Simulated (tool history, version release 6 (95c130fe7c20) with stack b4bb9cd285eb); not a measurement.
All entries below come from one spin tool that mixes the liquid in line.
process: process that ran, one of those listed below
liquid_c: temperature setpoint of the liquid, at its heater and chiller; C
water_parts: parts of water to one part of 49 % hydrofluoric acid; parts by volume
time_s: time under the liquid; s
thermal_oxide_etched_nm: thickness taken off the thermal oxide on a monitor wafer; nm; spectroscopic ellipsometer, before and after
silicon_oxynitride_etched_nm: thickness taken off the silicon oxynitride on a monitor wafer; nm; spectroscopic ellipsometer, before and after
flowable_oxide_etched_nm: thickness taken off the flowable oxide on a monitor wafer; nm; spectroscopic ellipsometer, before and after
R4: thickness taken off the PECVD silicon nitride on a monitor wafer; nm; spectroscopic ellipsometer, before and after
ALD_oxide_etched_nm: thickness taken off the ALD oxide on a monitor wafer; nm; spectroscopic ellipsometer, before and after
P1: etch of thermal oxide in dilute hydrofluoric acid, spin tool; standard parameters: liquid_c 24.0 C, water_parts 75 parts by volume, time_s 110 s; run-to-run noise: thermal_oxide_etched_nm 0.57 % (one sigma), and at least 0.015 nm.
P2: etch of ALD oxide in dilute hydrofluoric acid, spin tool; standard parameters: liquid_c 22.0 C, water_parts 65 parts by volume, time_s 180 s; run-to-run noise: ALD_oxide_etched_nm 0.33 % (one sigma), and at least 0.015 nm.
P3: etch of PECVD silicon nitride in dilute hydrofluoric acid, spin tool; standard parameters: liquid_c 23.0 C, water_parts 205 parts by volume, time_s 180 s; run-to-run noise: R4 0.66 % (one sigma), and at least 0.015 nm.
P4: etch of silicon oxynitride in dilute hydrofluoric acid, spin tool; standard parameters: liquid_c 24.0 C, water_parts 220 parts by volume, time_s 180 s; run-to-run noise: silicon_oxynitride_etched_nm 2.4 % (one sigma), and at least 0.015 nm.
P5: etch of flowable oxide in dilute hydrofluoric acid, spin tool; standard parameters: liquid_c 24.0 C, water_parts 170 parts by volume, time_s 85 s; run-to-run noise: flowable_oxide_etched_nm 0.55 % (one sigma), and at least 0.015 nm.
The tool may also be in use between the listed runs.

Run 1, hour 7.4: process P1, liquid_c 24.0 C, water_parts 75 parts by volume, time_s 110 s. Result: thermal_oxide_etched_nm 6.9036 nm.
Run 2, hour 12.0: process P4, liquid_c 24.0 C, water_parts 220 parts by volume, time_s 180 s. Result: silicon_oxynitride_etched_nm 1.18800 nm.
Run 3, hour 20.7: process P1, liquid_c 24.0 C, water_parts 75 parts by volume, time_s 45 s. Result: thermal_oxide_etched_nm 2.8335 nm.
Run 4, hour 25.2: process P5, liquid_c 24.0 C, water_parts 170 parts by volume, time_s 85 s. Result: flowable_oxide_etched_nm 10.3010 nm.
Run 5, hour 30.6: process P1, liquid_c 24.0 C, water_parts 75 parts by volume, time_s 110 s. Result: thermal_oxide_etched_nm 6.9599 nm.
Run 6, hour 36.0: process P3, liquid_c 23.0 C, water_parts 205 parts by volume, time_s 35 s. Result: R4 0.86167 nm.
Run 7, hour 46.1: process P5, liquid_c 24.0 C, water_parts 170 parts by volume, time_s 120 s. Result: flowable_oxide_etched_nm 14.6210 nm.
Run 8, hour 54.4: process P5, liquid_c 24.0 C, water_parts 95 parts by volume, time_s 85 s. Result: flowable_oxide_etched_nm 20.0900 nm.
Run 9, hour 60.9: process P3, liquid_c 23.0 C, water_parts 75 parts by volume, time_s 180 s. Result: R4 11.86700 nm.
Run 10, hour 68.9: process P2, liquid_c 22.0 C, water_parts 110 parts by volume, time_s 180 s. Result: ALD_oxide_etched_nm 15.105 nm.
Run 11, hour 74.7: process P1, liquid_c 17.0 C, water_parts 20 parts by volume, time_s 110 s. Result: thermal_oxide_etched_nm 20.7280 nm.
Run 12, hour 79.5: process P1, liquid_c 24.0 C, water_parts 140 parts by volume, time_s 110 s. Result: thermal_oxide_etched_nm 3.4361 nm.
Run 13, hour 87.9: process P1, liquid_c 24.0 C, water_parts 45 parts by volume, time_s 110 s. Result: thermal_oxide_etched_nm 12.1250 nm.
Run 14, hour 94.5: process P1, liquid_c 24.0 C, water_parts 75 parts by volume, time_s 110 s. Result: thermal_oxide_etched_nm 6.9285 nm.
Run 15, hour 99.7: process P4, liquid_c 24.0 C, water_parts 220 parts by volume, time_s 95 s. Result: silicon_oxynitride_etched_nm 0.60067 nm.
Run 16, hour 110.0: process P4, liquid_c 28.5 C, water_parts 220 parts by volume, time_s 180 s. Result: silicon_oxynitride_etched_nm 1.45470 nm.
Run 17, hour 120.2: process P5, liquid_c 20.0 C, water_parts 170 parts by volume, time_s 85 s. Result: flowable_oxide_etched_nm 8.8539 nm.
Run 18, hour 129.7: process P1, liquid_c 31.5 C, water_parts 75 parts by volume, time_s 110 s. Result: thermal_oxide_etched_nm 9.3640 nm.
Run 19, hour 135.1: process P4, liquid_c 24.0 C, water_parts 110 parts by volume, time_s 180 s. Result: silicon_oxynitride_etched_nm 2.42700 nm.
Run 20, hour 139.8: process P1, liquid_c 24.0 C, water_parts 75 parts by volume, time_s 160 s. Result: thermal_oxide_etched_nm 10.1550 nm.
Run 21, hour 147.4: process P2, liquid_c 28.5 C, water_parts 65 parts by volume, time_s 180 s. Result: ALD_oxide_etched_nm 35.163 nm.
Run 22, hour 157.5: process P3, liquid_c 17.5 C, water_parts 205 parts by volume, time_s 180 s. Result: R4 3.09720 nm.
Run 23, hour 163.8: process P2, liquid_c 22.0 C, water_parts 65 parts by volume, time_s 180 s. Result: ALD_oxide_etched_nm 27.020 nm.
Run 24, hour 174.1: process P1, liquid_c 24.0 C, water_parts 75 parts by volume, time_s 110 s. Result: thermal_oxide_etched_nm 6.9817 nm.
Run 25, hour 182.8: process P1, liquid_c 19.0 C, water_parts 75 parts by volume, time_s 205 s. Result: thermal_oxide_etched_nm 10.5650 nm.
Run 26, hour 188.8: process P1, liquid_c 17.5 C, water_parts 75 parts by volume, time_s 110 s. Result: thermal_oxide_etched_nm 5.3254 nm.
Run 27, hour 194.9: process P2, liquid_c 22.0 C, water_parts 65 parts by volume, time_s 180 s. Result: ALD_oxide_etched_nm 26.932 nm.
Run 28, hour 204.9: process P4, liquid_c 24.0 C, water_parts 220 parts by volume, time_s 180 s. Result: silicon_oxynitride_etched_nm 1.10660 nm.
Run 29, hour 212.8: process P2, liquid_c 22.0 C, water_parts 65 parts by volume, time_s 325 s. Result: ALD_oxide_etched_nm 48.969 nm.
Run 30, hour 220.2: process P1, liquid_c 24.0 C, water_parts 75 parts by volume, time_s 110 s. Result: thermal_oxide_etched_nm 6.9707 nm.
Run 31, hour 226.3: process P1, liquid_c 24.0 C, water_parts 75 parts by volume, time_s 110 s. Result: thermal_oxide_etched_nm 7.0142 nm.
Run 32, hour 231.6: process P3, liquid_c 23.0 C, water_parts 205 parts by volume, time_s 180 s. Result: R4 4.39160 nm.
Run 33, hour 240.3: process P1, liquid_c 24.0 C, water_parts 75 parts by volume, time_s 110 s. Result: thermal_oxide_etched_nm 6.9232 nm.
Run 34, hour 250.0: process P1, liquid_c 24.0 C, water_parts 75 parts by volume, time_s 110 s. Result: thermal_oxide_etched_nm 6.7084 nm.
Run 35, hour 256.2: process P1, liquid_c 24.0 C, water_parts 75 parts by volume, time_s 110 s. Result: thermal_oxide_etched_nm 6.6042 nm.
Run 36, hour 263.5: process P1, liquid_c 24.0 C, water_parts 75 parts by volume, time_s 110 s. Result: thermal_oxide_etched_nm 6.5677 nm.
Run 37, hour 272.0: process P1, liquid_c 24.0 C, water_parts 75 parts by volume, time_s 110 s. Result: thermal_oxide_etched_nm 6.4983 nm.
Run 38, hour 279.8: process P1, liquid_c 24.0 C, water_parts 75 parts by volume, time_s 110 s. Result: thermal_oxide_etched_nm 6.4277 nm.
Run 39, hour 287.0: process P1, liquid_c 24.0 C, water_parts 75 parts by volume, time_s 110 s. Result: thermal_oxide_etched_nm 6.4678 nm.
Run 40, hour 296.8: process P1, liquid_c 24.0 C, water_parts 75 parts by volume, time_s 110 s. Result: thermal_oxide_etched_nm 6.4842 nm.

P1 no longer gives what it gave before; its output has crept away from where it was. The following 2 causes, each at its listed size, fit the log equally well:
A: hydrofluoric acid flow below the setpoint (%) = 6.99
B: liquid colder than its thermometer reads (K) = 1.96
The gradual shift began around hour 240.3.

Of the 4 check runs listed below, each run on one wafer and each result written as a question mark, which would let you distinguish the listed causes because they would give clearly different results?
Run check 1, hour 306.6: process P2, liquid_c 22.0 C, water_parts 65 parts by volume, time_s 180 s. Result: ALD_oxide_etched_nm ?.
Run check 2, hour 306.6: process P4, liquid_c 24.0 C, water_parts 220 parts by volume, time_s 180 s. Result: silicon_oxynitride_etched_nm ?.
Run check 3, hour 306.6: process P5, liquid_c 24.0 C, water_parts 170 parts by volume, time_s 85 s. Result: flowable_oxide_etched_nm ?.
Run check 4, hour 306.6: process P3, liquid_c 23.0 C, water_parts 205 parts by volume, time_s 180 s. Result: R4 ?.

What every check run would give for each of its results, assuming each possible cause in turn:
  check                        result     if A     if B
check 1           ALD_oxide_etched_nm   24.941   24.859
check 2  silicon_oxynitride_etched_nm  1.06160  1.05850
check 3      flowable_oxide_etched_nm   9.4710   9.5847
check 4                            R4  4.12270  3.90360
Minimum pairwise separation of causes per check, each pair taken at its best-separating result: check 1 0.33 %; check 2 0.29 %; check 3 1.19 %; check 4 5.46 %
Only in check 4 would the causes give clearly different results; in the remaining checks their results would be nearly the same.

Check 4 was carried out, with these results: R4 3.89670 nm. Which of the listed causes is responsible?

It was cause B: liquid colder than its thermometer reads (K).

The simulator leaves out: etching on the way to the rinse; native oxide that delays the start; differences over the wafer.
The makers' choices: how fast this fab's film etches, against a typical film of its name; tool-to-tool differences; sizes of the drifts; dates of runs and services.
